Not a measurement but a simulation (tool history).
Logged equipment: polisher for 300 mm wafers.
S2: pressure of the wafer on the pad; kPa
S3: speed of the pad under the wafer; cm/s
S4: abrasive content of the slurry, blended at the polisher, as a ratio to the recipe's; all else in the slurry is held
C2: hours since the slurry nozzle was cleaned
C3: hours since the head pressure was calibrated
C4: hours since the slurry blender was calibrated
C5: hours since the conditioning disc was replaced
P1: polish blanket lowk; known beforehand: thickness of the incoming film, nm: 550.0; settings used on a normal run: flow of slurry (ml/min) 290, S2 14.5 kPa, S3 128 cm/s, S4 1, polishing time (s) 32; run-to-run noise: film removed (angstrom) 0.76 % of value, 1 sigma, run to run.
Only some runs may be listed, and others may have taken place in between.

{"run": 1, "hour": 7.9, "flow of slurry (ml/min)": 290, "S2": 14.5, "S3": 128, "S4": 1, "polishing time (s)": 32, "wafers polished on this pad": 422, "C2": 278, "C3": 812.3, "C4": 128.3, "C5": 146.8, "film removed (angstrom)": 145.04}
{"run": 2, "hour": 13.7, "flow of slurry (ml/min)": 290, "S2": 14.5, "S3": 128, "S4": 1, "polishing time (s)": 15, "wafers polished on this pad": 483, "C2": 283.8, "C3": 818.1, "C4": 134.1, "C5": 152.6, "film removed (angstrom)": 68.469}
{"run": 3, "hour": 19.5, "flow of slurry (ml/min)": 290, "S2": 14.5, "S3": 128, "S4": 1, "polishing time (s)": 47, "wafers polished on this pad": 544, "C2": 289.6, "C3": 823.9, "C4": 139.9, "C5": 158.4, "film removed (angstrom)": 213.13}
{"run": 4, "hour": 29.3, "flow of slurry (ml/min)": 290, "S2": 14.5, "S3": 128, "S4": 0.6, "polishing time (s)": 20, "wafers polished on this pad": 648, "C2": 299.4, "C3": 833.7, "C4": 149.7, "C5": 168.2, "film removed (angstrom)": 70.234}
{"run": 5, "hour": 39.4, "flow of slurry (ml/min)": 430, "S2": 14.5, "S3": 128, "S4": 1, "polishing time (s)": 32, "wafers polished on this pad": 755, "C2": 309.5, "C3": 843.8, "C4": 159.8, "C5": 178.3, "film removed (angstrom)": 149.84}
{"run": 6, "hour": 46.0, "flow of slurry (ml/min)": 290, "S2": 14.5, "S3": 128, "S4": 1, "polishing time (s)": 32, "wafers polished on this pad": 824, "C2": 316.1, "C3": 850.4, "C4": 166.4, "C5": 184.9, "film removed (angstrom)": 146.81}
{"run": 7, "hour": 57.6, "flow of slurry (ml/min)": 220, "S2": 14.5, "S3": 128, "S4": 1, "polishing time (s)": 49, "wafers polished on this pad": 947, "C2": 327.7, "C3": 862, "C4": 178, "C5": 196.5, "film removed (angstrom)": 215.11}
{"run": 8, "hour": 63.2, "flow of slurry (ml/min)": 290, "S2": 14.5, "S3": 128, "S4": 1, "polishing time (s)": 32, "wafers polished on this pad": 1006, "C2": 333.3, "C3": 867.6, "C4": 183.6, "C5": 202.1, "film removed (angstrom)": 146.08}
{"run": 9, "hour": 74.8, "flow of slurry (ml/min)": 290, "S2": 14.5, "S3": 194, "S4": 1, "polishing time (s)": 32, "wafers polished on this pad": 1129, "C2": 344.9, "C3": 879.2, "C4": 195.2, "C5": 213.7, "film removed (angstrom)": 203.29}
{"run": 10, "hour": 86.9, "flow of slurry (ml/min)": 290, "S2": 14.5, "S3": 128, "S4": 1, "polishing time (s)": 32, "wafers polished on this pad": 1257, "C2": 357, "C3": 891.3, "C4": 207.3, "C5": 225.8, "film removed (angstrom)": 145.27}
{"run": 11, "hour": 94.5, "flow of slurry (ml/min)": 290, "S2": 14.5, "S3": 128, "S4": 1, "polishing time (s)": 32, "wafers polished on this pad": 1337, "C2": 364.6, "C3": 898.9, "C4": 214.9, "C5": 233.4, "film removed (angstrom)": 145.71}
{"hour": 96.2, "done": "slurry nozzle cleaned"}
{"run": 12, "hour": 106.6, "flow of slurry (ml/min)": 290, "S2": 14.5, "S3": 84, "S4": 1, "polishing time (s)": 32, "wafers polished on this pad": 1465, "C2": 10.5, "C3": 911, "C4": 227, "C5": 245.5, "film removed (angstrom)": 104.48}
{"run": 13, "hour": 113.2, "flow of slurry (ml/min)": 290, "S2": 14.5, "S3": 128, "S4": 1, "polishing time (s)": 32, "wafers polished on this pad": 1534, "C2": 17.1, "C3": 917.6, "C4": 233.6, "C5": 252.1, "film removed (angstrom)": 147.24}
{"run": 14, "hour": 121.6, "flow of slurry (ml/min)": 190, "S2": 14.5, "S3": 128, "S4": 1, "polishing time (s)": 32, "wafers polished on this pad": 1623, "C2": 25.5, "C3": 926, "C4": 242, "C5": 260.5, "film removed (angstrom)": 138.96}
{"hour": 123.7, "done": "conditioning disc replaced and pad reconditioned"}
{"run": 15, "hour": 131.9, "flow of slurry (ml/min)": 290, "S2": 14.5, "S3": 128, "S4": 1, "polishing time (s)": 32, "wafers polished on this pad": 1732, "C2": 35.8, "C3": 936.3, "C4": 252.3, "C5": 8.2, "film removed (angstrom)": 145.8}
{"run": 16, "hour": 143.8, "flow of slurry (ml/min)": 290, "S2": 22.1, "S3": 128, "S4": 1, "polishing time (s)": 32, "wafers polished on this pad": 1858, "C2": 47.7, "C3": 948.2, "C4": 264.2, "C5": 20.1, "film removed (angstrom)": 222.86}

For run 17, what comes out?
{"run": 17, "hour": 149.5, "flow of slurry (ml/min)": 290, "S2": 20, "S3": 128, "S4": 1, "polishing time (s)": 41, "wafers polished on this pad": 1918, "C2": 53.4, "C3": 953.9, "C4": 269.9, "C5": 25.8, "film removed (angstrom)": "?"}

For run 17 the tool returned film removed (angstrom) 257.84.
